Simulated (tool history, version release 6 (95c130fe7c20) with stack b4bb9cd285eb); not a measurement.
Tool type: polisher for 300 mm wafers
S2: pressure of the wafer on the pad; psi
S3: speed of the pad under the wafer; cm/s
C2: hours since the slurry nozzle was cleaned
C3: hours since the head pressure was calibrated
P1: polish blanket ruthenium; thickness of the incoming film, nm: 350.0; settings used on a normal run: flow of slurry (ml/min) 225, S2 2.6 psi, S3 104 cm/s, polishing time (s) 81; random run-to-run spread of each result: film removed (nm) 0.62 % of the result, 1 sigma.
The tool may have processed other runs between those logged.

{"run": 1, "hour": 7.1, "flow of slurry (ml/min)": 225, "S2": 2.6, "S3": 104, "polishing time (s)": 81, "wafers polished on this pad": 553, "C2": 171.4, "C3": 460.0, "film removed (nm)": 146.08}
{"run": 2, "hour": 12.6, "flow of slurry (ml/min)": 225, "S2": 1.5, "S3": 104, "polishing time (s)": 81, "wafers polished on this pad": 631, "C2": 176.9, "C3": 465.5, "film removed (nm)": 84.211}
{"run": 3, "hour": 22.6, "flow of slurry (ml/min)": 225, "S2": 2.6, "S3": 104, "polishing time (s)": 81, "wafers polished on this pad": 774, "C2": 186.9, "C3": 475.5, "film removed (nm)": 146.29}
{"run": 4, "hour": 28.4, "flow of slurry (ml/min)": 225, "S2": 3.8, "S3": 104, "polishing time (s)": 81, "wafers polished on this pad": 857, "C2": 192.7, "C3": 481.3, "film removed (nm)": 211.2}
{"run": 5, "hour": 37.3, "flow of slurry (ml/min)": 225, "S2": 2.6, "S3": 164, "polishing time (s)": 81, "wafers polished on this pad": 984, "C2": 201.6, "C3": 490.2, "film removed (nm)": 230.58}
{"run": 6, "hour": 42.2, "flow of slurry (ml/min)": 225, "S2": 2.6, "S3": 104, "polishing time (s)": 81, "wafers polished on this pad": 1054, "C2": 206.5, "C3": 495.1, "film removed (nm)": 143.64}
{"run": 7, "hour": 51.3, "flow of slurry (ml/min)": 330, "S2": 2.6, "S3": 104, "polishing time (s)": 81, "wafers polished on this pad": 1183, "C2": 215.6, "C3": 504.2, "film removed (nm)": 150.86}
{"run": 8, "hour": 60.9, "flow of slurry (ml/min)": 225, "S2": 2.6, "S3": 104, "polishing time (s)": 81, "wafers polished on this pad": 1320, "C2": 225.2, "C3": 513.8, "film removed (nm)": 145.34}
{"run": 9, "hour": 71.8, "flow of slurry (ml/min)": 225, "S2": 2.6, "S3": 48, "polishing time (s)": 119, "wafers polished on this pad": 1476, "C2": 236.1, "C3": 524.7, "film removed (nm)": 98.795}
{"run": 10, "hour": 82.3, "flow of slurry (ml/min)": 225, "S2": 2.6, "S3": 46, "polishing time (s)": 81, "wafers polished on this pad": 1626, "C2": 246.6, "C3": 535.2, "film removed (nm)": 64.544}
{"run": 11, "hour": 89.5, "flow of slurry (ml/min)": 225, "S2": 2.6, "S3": 104, "polishing time (s)": 81, "wafers polished on this pad": 1728, "C2": 253.8, "C3": 542.4, "film removed (nm)": 145.15}
{"run": 12, "hour": 97.5, "flow of slurry (ml/min)": 135, "S2": 2.6, "S3": 104, "polishing time (s)": 81, "wafers polished on this pad": 1843, "C2": 261.8, "C3": 550.4, "film removed (nm)": 134.93}
{"hour": 100.5, "done": "head pressure recalibrated"}
{"run": 13, "hour": 108.4, "flow of slurry (ml/min)": 225, "S2": 2.6, "S3": 104, "polishing time (s)": 59, "wafers polished on this pad": 1998, "C2": 272.7, "C3": 8.0, "film removed (nm)": 105.87}
{"run": 14, "hour": 118.5, "flow of slurry (ml/min)": 225, "S2": 2.6, "S3": 104, "polishing time (s)": 126, "wafers polished on this pad": 2142, "C2": 282.8, "C3": 18.1, "film removed (nm)": 226.57}
{"run": 15, "hour": 127.1, "flow of slurry (ml/min)": 225, "S2": 2.6, "S3": 104, "polishing time (s)": 81, "wafers polished on this pad": 2265, "C2": 291.4, "C3": 26.7, "film removed (nm)": 146.46}
{"run": 16, "hour": 133.3, "flow of slurry (ml/min)": 225, "S2": 2.6, "S3": 104, "polishing time (s)": 81, "wafers polished on this pad": 2353, "C2": 297.6, "C3": 32.9, "film removed (nm)": 143.27}
{"run": 17, "hour": 144.2, "flow of slurry (ml/min)": 225, "S2": 2.6, "S3": 104, "polishing time (s)": 81, "wafers polished on this pad": 2509, "C2": 308.5, "C3": 43.8, "film removed (nm)": 143.55}
{"run": 18, "hour": 149.7, "flow of slurry (ml/min)": 225, "S2": 2.6, "S3": 104, "polishing time (s)": 81, "wafers polished on this pad": 2587, "C2": 314.0, "C3": 49.3, "film removed (nm)": 143.85}
{"hour": 158.0, "done": "head pressure recalibrated"}
{"run": 19, "hour": 160.4, "flow of slurry (ml/min)": 225, "S2": 2.6, "S3": 104, "polishing time (s)": 81, "wafers polished on this pad": 2740, "C2": 324.7, "C3": 2.5, "film removed (nm)": 141.09}
{"run": 20, "hour": 169.8, "flow of slurry (ml/min)": 225, "S2": 2.6, "S3": 104, "polishing time (s)": 81, "wafers polished on this pad": 2874, "C2": 334.1, "C3": 11.9, "film removed (nm)": 140.13}
{"run": 21, "hour": 176.2, "flow of slurry (ml/min)": 225, "S2": 2.6, "S3": 104, "polishing time (s)": 81, "wafers polished on this pad": 2965, "C2": 340.5, "C3": 18.3, "film removed (nm)": 140.69}
{"run": 22, "hour": 182.9, "flow of slurry (ml/min)": 225, "S2": 2.6, "S3": 104, "polishing time (s)": 81, "wafers polished on this pad": 3061, "C2": 347.2, "C3": 25.0, "film removed (nm)": 140.23}
{"run": 23, "hour": 190.0, "flow of slurry (ml/min)": 225, "S2": 2.6, "S3": 104, "polishing time (s)": 81, "wafers polished on this pad": 3162, "C2": 354.3, "C3": 32.1, "film removed (nm)": 139.66}
{"run": 24, "hour": 196.7, "flow of slurry (ml/min)": 225, "S2": 2.6, "S3": 104, "polishing time (s)": 81, "wafers polished on this pad": 3258, "C2": 361.0, "C3": 38.8, "film removed (nm)": 139.83}
{"run": 25, "hour": 202.0, "flow of slurry (ml/min)": 225, "S2": 2.6, "S3": 104, "polishing time (s)": 81, "wafers polished on this pad": 3334, "C2": 366.3, "C3": 44.1, "film removed (nm)": 139.22}

Compared with where it was, what P1 gives has crept away. Each cause listed below fits the log as well as the rest, at the size given for it:
A: removal rate lost through wear of the pad, % = 4.27
B: slurry flow missing at the pad, % = 27.1
The process output started creeping at around hour 127.1.
Every other cause this tool's parts could produce, and why it does not fit the log:
head's pressure below its setpoint, %: was serviced at hour 158.0, once the creep was under way, yet the earlier output never came back

Below are 4 check runs, each averaged over 5 wafers, with their results shown as question marks. Which of them would give clearly different results depending on which cause is behind the drift?
{"run": "check 1", "hour": 207.3, "flow of slurry (ml/min)": 225, "S2": 2.6, "S3": 124, "polishing time (s)": 81, "film removed (nm)": "?"}
{"run": "check 2", "hour": 207.3, "flow of slurry (ml/min)": 225, "S2": 2.6, "S3": 50, "polishing time (s)": 126, "film removed (nm)": "?"}
{"run": "check 3", "hour": 207.3, "flow of slurry (ml/min)": 145, "S2": 2.6, "S3": 158, "polishing time (s)": 81, "film removed (nm)": "?"}
{"run": "check 4", "hour": 207.3, "flow of slurry (ml/min)": 225, "S2": 2.6, "S3": 128, "polishing time (s)": 81, "film removed (nm)": "?"}

Outcome of each check run for each possible cause:
check=check_1 result=film_removed_(nm) if_A=166.290 if_B=166.280
check=check_2 result=film_removed_(nm) if_A=104.300 if_B=104.300
check=check_3 result=film_removed_(nm) if_A=198.640 if_B=194.340
check=check_4 result=film_removed_(nm) if_A=171.650 if_B=171.640
Gap, in per cent, between the two causes that each check separates least, read from the result that separates them most: check 1 0.01 %; check 2 0.01 %; check 3 2.19 %; check 4 0.01 %
Check 3 tells the causes apart: in the others they would give nearly the same result.

Check 3 was then run and gave: film removed (nm) 193.990. Which cause is it?

B is the cause: slurry flow missing at the pad, %.

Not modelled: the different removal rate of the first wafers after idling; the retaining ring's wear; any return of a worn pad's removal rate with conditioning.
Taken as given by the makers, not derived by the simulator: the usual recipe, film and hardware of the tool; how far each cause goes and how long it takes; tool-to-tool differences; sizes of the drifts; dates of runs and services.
